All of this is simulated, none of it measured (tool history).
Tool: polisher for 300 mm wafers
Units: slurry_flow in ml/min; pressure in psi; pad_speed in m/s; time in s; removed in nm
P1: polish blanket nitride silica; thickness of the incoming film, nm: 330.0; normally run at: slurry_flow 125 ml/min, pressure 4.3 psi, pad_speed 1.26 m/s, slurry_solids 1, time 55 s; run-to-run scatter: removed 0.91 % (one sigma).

run 1 hour=4.8 | slurry_flow=125 pressure=4.3 pad_speed=1.26 slurry_solids=1 time=55 | removed=43.136
run 2 hour=7 | slurry_flow=125 pressure=4.3 pad_speed=1.26 slurry_solids=1 time=55 | removed=43.844
run 3 hour=11.3 | slurry_flow=165 pressure=5.5 pad_speed=1.26 slurry_solids=1 time=55 | removed=58.309
run 4 hour=14.2 | slurry_flow=125 pressure=6.4 pad_speed=1.26 slurry_solids=1 time=73 | removed=83.725
run 5 hour=17.9 | slurry_flow=125 pressure=2.3 pad_speed=1.26 slurry_solids=1 time=55 | removed=23.345
run 6 hour=20.4 | slurry_flow=125 pressure=4.3 pad_speed=1.26 slurry_solids=0.5 time=55 | removed=29.749
run 7 hour=24.3 | slurry_flow=125 pressure=6.5 pad_speed=0.7 slurry_solids=1 time=55 | removed=40.708
run 8 hour=28.6 | slurry_flow=75 pressure=4.3 pad_speed=1.26 slurry_solids=1 time=55 | removed=37.579
run 9 hour=31.1 | slurry_flow=125 pressure=4.3 pad_speed=1.26 slurry_solids=1.2 time=55 | removed=46.348
run 10 hour=35.5 | slurry_flow=125 pressure=4.3 pad_speed=0.88 slurry_solids=1 time=55 | removed=32.344
run 11 hour=39.3 | slurry_flow=125 pressure=4.3 pad_speed=1.26 slurry_solids=1 time=55 | removed=42.902
run 12 hour=42.1 | slurry_flow=125 pressure=4.3 pad_speed=1.96 slurry_solids=1 time=55 | removed=61.13
run 13 hour=45.2 | slurry_flow=125 pressure=6.5 pad_speed=1.26 slurry_solids=1 time=55 | removed=65.385
run 14 hour=49.7 | slurry_flow=125 pressure=4.3 pad_speed=1.26 slurry_solids=1 time=55 | removed=43.656
run 15 hour=53.6 | slurry_flow=125 pressure=4.3 pad_speed=1.26 slurry_solids=1 time=80 | removed=63.481
run 16 hour=56.5 | slurry_flow=175 pressure=4.3 pad_speed=1.26 slurry_solids=1 time=55 | removed=46.034
run 17 hour=59.7 | slurry_flow=125 pressure=4.3 pad_speed=1.26 slurry_solids=1 time=25 | removed=19.799
run 18 hour=62.9 | slurry_flow=125 pressure=4.3 pad_speed=1.26 slurry_solids=1 time=55 | removed=43.424
run 19 hour=66.5 | slurry_flow=125 pressure=4.3 pad_speed=1.26 slurry_solids=1 time=55 | removed=41.973
run 20 hour=71 | slurry_flow=125 pressure=4.3 pad_speed=1.26 slurry_solids=1 time=55 | removed=40.646
run 21 hour=73.3 | slurry_flow=125 pressure=4.3 pad_speed=1.26 slurry_solids=1 time=55 | removed=39.677
run 22 hour=76.2 | slurry_flow=125 pressure=4.3 pad_speed=1.26 slurry_solids=1 time=55 | removed=39.372
-- hour=76.8 conditioning disc replaced and pad reconditioned
run 23 hour=80.2 | slurry_flow=125 pressure=4.3 pad_speed=1.26 slurry_solids=1 time=55 | removed=38.478
-- hour=82.1 slurry nozzle cleaned
-- hour=82.8 head pressure recalibrated
run 24 hour=83 | slurry_flow=125 pressure=4.3 pad_speed=1.26 slurry_solids=1 time=55 | removed=39.02
run 25 hour=85.8 | slurry_flow=125 pressure=4.3 pad_speed=1.26 slurry_solids=1 time=55 | removed=38.64
run 26 hour=89.5 | slurry_flow=125 pressure=4.3 pad_speed=1.26 slurry_solids=1 time=55 | removed=38.628
run 27 hour=94.2 | slurry_flow=125 pressure=4.3 pad_speed=1.26 slurry_solids=1 time=55 | removed=38.271

What P1 gives has crept away from where it was. These 2 causes fit the log equally well, each at the size given:
A: removal rate lost through wear of the pad, % = 11.2
B: abrasive missing from the slurry, % = 21.7
The creep began at about hour 62.9.
Why every other cause is out:
slurry flow missing at the pad, %: serviced at hour 82.1, which brought nothing back
head's pressure below its setpoint, %: serviced at hour 82.8, which brought nothing back
time polished since the conditioner stopped cutting, s: serviced at hour 76.8, which brought nothing back

4 check runs are offered, each on 5 wafers whose results are averaged, their results left as question marks. Which one tells the causes apart?
run check 1 hour=98.9 | slurry_flow=125 pressure=2.3 pad_speed=1.26 slurry_solids=1 time=25 | removed=?
run check 2 hour=98.9 | slurry_flow=125 pressure=4.3 pad_speed=0.9 slurry_solids=1 time=55 | removed=?
run check 3 hour=98.9 | slurry_flow=75 pressure=4.3 pad_speed=1.26 slurry_solids=1 time=79 | removed=?
run check 4 hour=98.9 | slurry_flow=125 pressure=4.3 pad_speed=1.26 slurry_solids=0.55 time=55 | removed=?

What each check would give under each cause:
check=check_1 result=removed if_A=9.3289 if_B=9.3301
check=check_2 result=removed if_A=29.315 if_B=29.319
check=check_3 result=removed if_A=48.285 if_B=48.291
check=check_4 result=removed if_A=27.968 if_B=26.99
How far apart the two closest causes lie, in the result that separates them most: check 1 0.01 %; check 2 0.01 %; check 3 0.01 %; check 4 3.56 %
Only check 4 tells the causes apart: in the others they would give nearly the same result.

Check 4 was then run and gave: removed 27.013 nm. Which cause is it?

It is B: abrasive missing from the slurry, %.
